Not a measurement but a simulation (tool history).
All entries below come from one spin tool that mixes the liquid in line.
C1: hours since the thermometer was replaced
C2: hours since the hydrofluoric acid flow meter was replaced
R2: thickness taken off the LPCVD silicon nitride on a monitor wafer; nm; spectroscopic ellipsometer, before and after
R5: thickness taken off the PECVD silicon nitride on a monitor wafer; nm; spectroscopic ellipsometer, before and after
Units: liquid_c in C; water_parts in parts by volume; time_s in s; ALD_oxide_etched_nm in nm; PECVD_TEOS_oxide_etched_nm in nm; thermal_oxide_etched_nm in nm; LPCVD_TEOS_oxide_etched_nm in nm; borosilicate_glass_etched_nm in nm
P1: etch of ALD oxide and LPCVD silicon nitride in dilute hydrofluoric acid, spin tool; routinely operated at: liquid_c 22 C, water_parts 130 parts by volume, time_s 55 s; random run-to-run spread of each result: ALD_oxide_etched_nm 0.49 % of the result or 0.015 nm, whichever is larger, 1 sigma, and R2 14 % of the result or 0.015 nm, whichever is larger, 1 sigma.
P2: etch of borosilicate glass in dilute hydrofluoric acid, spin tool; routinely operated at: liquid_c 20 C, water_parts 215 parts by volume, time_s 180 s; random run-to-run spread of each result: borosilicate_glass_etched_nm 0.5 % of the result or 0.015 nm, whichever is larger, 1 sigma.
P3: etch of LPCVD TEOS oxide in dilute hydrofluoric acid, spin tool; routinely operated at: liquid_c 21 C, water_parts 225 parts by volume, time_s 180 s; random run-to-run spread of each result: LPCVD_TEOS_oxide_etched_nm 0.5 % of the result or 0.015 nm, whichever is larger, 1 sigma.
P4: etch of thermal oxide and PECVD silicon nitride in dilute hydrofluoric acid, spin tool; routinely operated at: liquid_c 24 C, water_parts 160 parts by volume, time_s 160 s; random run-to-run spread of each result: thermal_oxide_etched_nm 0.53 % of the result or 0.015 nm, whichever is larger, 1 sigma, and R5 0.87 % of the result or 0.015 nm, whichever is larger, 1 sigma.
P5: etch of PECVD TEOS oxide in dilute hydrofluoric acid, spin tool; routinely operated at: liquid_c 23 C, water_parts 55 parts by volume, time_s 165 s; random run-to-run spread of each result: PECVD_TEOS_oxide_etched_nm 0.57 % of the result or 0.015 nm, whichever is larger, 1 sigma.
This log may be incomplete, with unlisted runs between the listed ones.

run 1 hour=8.1 | process=P1 liquid_c=22 water_parts=130 time_s=55 | C1=959.7 C2=242.3 | ALD_oxide_etched_nm=9.7506 R2=0.16647
run 2 hour=17.9 | process=P5 liquid_c=23 water_parts=55 time_s=165 | C1=969.5 C2=252.1 | PECVD_TEOS_oxide_etched_nm=61.113
run 3 hour=25.2 | process=P1 liquid_c=22 water_parts=130 time_s=55 | C1=976.8 C2=259.4 | ALD_oxide_etched_nm=9.6904 R2=0.14301
run 4 hour=34.9 | process=P4 liquid_c=24 water_parts=240 time_s=160 | C1=986.5 C2=269.1 | thermal_oxide_etched_nm=2.6156 R5=2.1042
run 5 hour=40.3 | process=P1 liquid_c=22 water_parts=130 time_s=15 | C1=991.9 C2=274.5 | ALD_oxide_etched_nm=2.6801 R2=0.062434
run 6 hour=50.4 | process=P4 liquid_c=19.5 water_parts=160 time_s=160 | C1=1002 C2=284.6 | thermal_oxide_etched_nm=3.6118 R5=2.3047
run 7 hour=59.5 | process=P3 liquid_c=21 water_parts=225 time_s=180 | C1=1011.1 C2=293.7 | LPCVD_TEOS_oxide_etched_nm=10.374
run 8 hour=68.5 | process=P3 liquid_c=17 water_parts=225 time_s=180 | C1=1020.1 C2=302.7 | LPCVD_TEOS_oxide_etched_nm=8.9237
run 9 hour=77.8 | process=P1 liquid_c=27 water_parts=130 time_s=15 | C1=1029.4 C2=312 | ALD_oxide_etched_nm=3.242 R2=0.073925
run 10 hour=86.4 | process=P3 liquid_c=21 water_parts=225 time_s=90 | C1=1038 C2=320.6 | LPCVD_TEOS_oxide_etched_nm=5.1534
run 11 hour=92.6 | process=P1 liquid_c=22 water_parts=130 time_s=55 | C1=1044.2 C2=326.8 | ALD_oxide_etched_nm=9.7378 R2=0.17665
run 12 hour=102.5 | process=P2 liquid_c=20 water_parts=215 time_s=180 | C1=1054.1 C2=336.7 | borosilicate_glass_etched_nm=16.35
run 13 hour=107.4 | process=P1 liquid_c=22 water_parts=130 time_s=55 | C1=1059 C2=341.6 | ALD_oxide_etched_nm=9.7886 R2=0.2123
run 14 hour=115.3 | process=P5 liquid_c=23 water_parts=55 time_s=25 | C1=1066.9 C2=349.5 | PECVD_TEOS_oxide_etched_nm=9.1749
run 15 hour=125.6 | process=P4 liquid_c=24 water_parts=160 time_s=160 | C1=1077.2 C2=359.8 | thermal_oxide_etched_nm=4.2994 R5=3.1385
run 16 hour=130.7 | process=P4 liquid_c=24 water_parts=160 time_s=160 | C1=1082.3 C2=364.9 | thermal_oxide_etched_nm=4.2731 R5=3.1108
run 17 hour=138.3 | process=P1 liquid_c=22 water_parts=130 time_s=100 | C1=1089.9 C2=372.5 | ALD_oxide_etched_nm=17.596 R2=0.29125
run 18 hour=145.4 | process=P3 liquid_c=21 water_parts=375 time_s=180 | C1=1097 C2=379.6 | LPCVD_TEOS_oxide_etched_nm=5.4203
run 19 hour=153.5 | process=P5 liquid_c=23 water_parts=55 time_s=165 | C1=1105.1 C2=387.7 | PECVD_TEOS_oxide_etched_nm=60.835
run 20 hour=160.6 | process=P2 liquid_c=20 water_parts=215 time_s=295 | C1=1112.2 C2=394.8 | borosilicate_glass_etched_nm=26.616
run 21 hour=167.7 | process=P3 liquid_c=21 water_parts=225 time_s=180 | C1=1119.3 C2=401.9 | LPCVD_TEOS_oxide_etched_nm=10.345
run 22 hour=175.6 | process=P4 liquid_c=24 water_parts=160 time_s=240 | C1=1127.2 C2=409.8 | thermal_oxide_etched_nm=6.3986 R5=4.6949
run 23 hour=181.6 | process=P1 liquid_c=17 water_parts=130 time_s=55 | C1=1133.2 C2=415.8 | ALD_oxide_etched_nm=7.8904 R2=0.098433
run 24 hour=190.2 | process=P1 liquid_c=22 water_parts=40 time_s=100 | C1=1141.8 C2=424.4 | ALD_oxide_etched_nm=64.259 R2=1.0672
run 25 hour=198.1 | process=P2 liquid_c=20 water_parts=295 time_s=180 | C1=1149.7 C2=432.3 | borosilicate_glass_etched_nm=10.99
run 26 hour=207.2 | process=P1 liquid_c=22 water_parts=130 time_s=55 | C1=1158.8 C2=441.4 | ALD_oxide_etched_nm=9.7402 R2=0.17464
run 27 hour=213 | process=P2 liquid_c=17 water_parts=215 time_s=180 | C1=1164.6 C2=447.2 | borosilicate_glass_etched_nm=14.405
run 28 hour=221 | process=P5 liquid_c=29.5 water_parts=55 time_s=165 | C1=1172.6 C2=455.2 | PECVD_TEOS_oxide_etched_nm=79.143
run 29 hour=226.8 | process=P1 liquid_c=26 water_parts=130 time_s=55 | C1=1178.4 C2=461 | ALD_oxide_etched_nm=11.276 R2=0.24301
run 30 hour=236.9 | process=P1 liquid_c=22 water_parts=70 time_s=55 | C1=1188.5 C2=471.1 | ALD_oxide_etched_nm=19.412 R2=0.31486
run 31 hour=241.9 | process=P1 liquid_c=22 water_parts=185 time_s=55 | C1=1193.5 C2=476.1 | ALD_oxide_etched_nm=6.4641 R2=0.10334
run 32 hour=246.6 | process=P5 liquid_c=23 water_parts=90 time_s=165 | C1=1198.2 C2=480.8 | PECVD_TEOS_oxide_etched_nm=35.297
run 33 hour=253 | process=P1 liquid_c=22 water_parts=130 time_s=55 | C1=1204.6 C2=487.2 | ALD_oxide_etched_nm=9.7701 R2=0.18377
run 34 hour=257.7 | process=P1 liquid_c=22 water_parts=130 time_s=55 | C1=1209.3 C2=491.9 | ALD_oxide_etched_nm=9.7805 R2=0.12259
run 35 hour=266.3 | process=P1 liquid_c=22 water_parts=130 time_s=55 | C1=1217.9 C2=500.5 | ALD_oxide_etched_nm=9.46 R2=0.15103
run 36 hour=273.6 | process=P1 liquid_c=22 water_parts=130 time_s=55 | C1=1225.2 C2=507.8 | ALD_oxide_etched_nm=9.2883 R2=0.1591
run 37 hour=282.9 | process=P1 liquid_c=22 water_parts=130 time_s=55 | C1=1234.5 C2=517.1 | ALD_oxide_etched_nm=9.1314 R2=0.15337
run 38 hour=291.8 | process=P1 liquid_c=22 water_parts=130 time_s=55 | C1=1243.4 C2=526 | ALD_oxide_etched_nm=9.1743 R2=0.15972
run 39 hour=297.9 | process=P1 liquid_c=22 water_parts=130 time_s=55 | C1=1249.5 C2=532.1 | ALD_oxide_etched_nm=9.0923 R2=0.13608
run 40 hour=303.9 | process=P1 liquid_c=22 water_parts=130 time_s=55 | C1=1255.5 C2=538.1 | ALD_oxide_etched_nm=9.1151 R2=0.12593
run 41 hour=308.7 | process=P1 liquid_c=22 water_parts=130 time_s=55 | C1=1260.3 C2=542.9 | ALD_oxide_etched_nm=9.1754 R2=0.1958
run 42 hour=315.1 | process=P1 liquid_c=22 water_parts=130 time_s=55 | C1=1266.7 C2=549.3 | ALD_oxide_etched_nm=9.0288 R2=0.16103

Something has made what P1 gives creep away from where it was; the 2 causes below, each at its own stated size, fit the log equally well:
A: hydrofluoric acid flow below the setpoint (%) = 6.07
B: liquid colder than its thermometer reads (K) = 1.81
The creep began at about hour 257.7.

Of the 4 check runs below, each run on 2 wafers with the results averaged and each result still a question mark, which one would tell the listed causes apart?
run check 1 hour=321.5 | process=P4 liquid_c=24 water_parts=160 time_s=160 | thermal_oxide_etched_nm=? R5=?
run check 2 hour=321.5 | process=P5 liquid_c=23 water_parts=55 time_s=165 | PECVD_TEOS_oxide_etched_nm=?
run check 3 hour=321.5 | process=P2 liquid_c=20 water_parts=215 time_s=180 | borosilicate_glass_etched_nm=?
run check 4 hour=321.5 | process=P3 liquid_c=21 water_parts=225 time_s=180 | LPCVD_TEOS_oxide_etched_nm=?

How each check would come out, cause by cause:
check=check_1 result=thermal_oxide_etched_nm if_A=4.0013 if_B=4.0207
check=check_1 result=R5 if_A=2.9351 if_B=2.7773
check=check_2 result=PECVD_TEOS_oxide_etched_nm if_A=57.062 if_B=56.594
check=check_3 result=borosilicate_glass_etched_nm if_A=15.047 if_B=15.136
check=check_4 result=LPCVD_TEOS_oxide_etched_nm if_A=9.6125 if_B=9.6891
How far apart the two closest causes lie, in the result that separates them most: check 1 5.53 %; check 2 0.82 %; check 3 0.59 %; check 4 0.79 %
The causes can be told apart only by check 1. The other checks would give nearly the same results under each of them.

With check 1 done, the readings were: thermal_oxide_etched_nm 3.9845 nm; R5 2.7817 nm. Identify which of the listed causes applies.

The correct cause is B, namely: liquid colder than its thermometer reads (K).
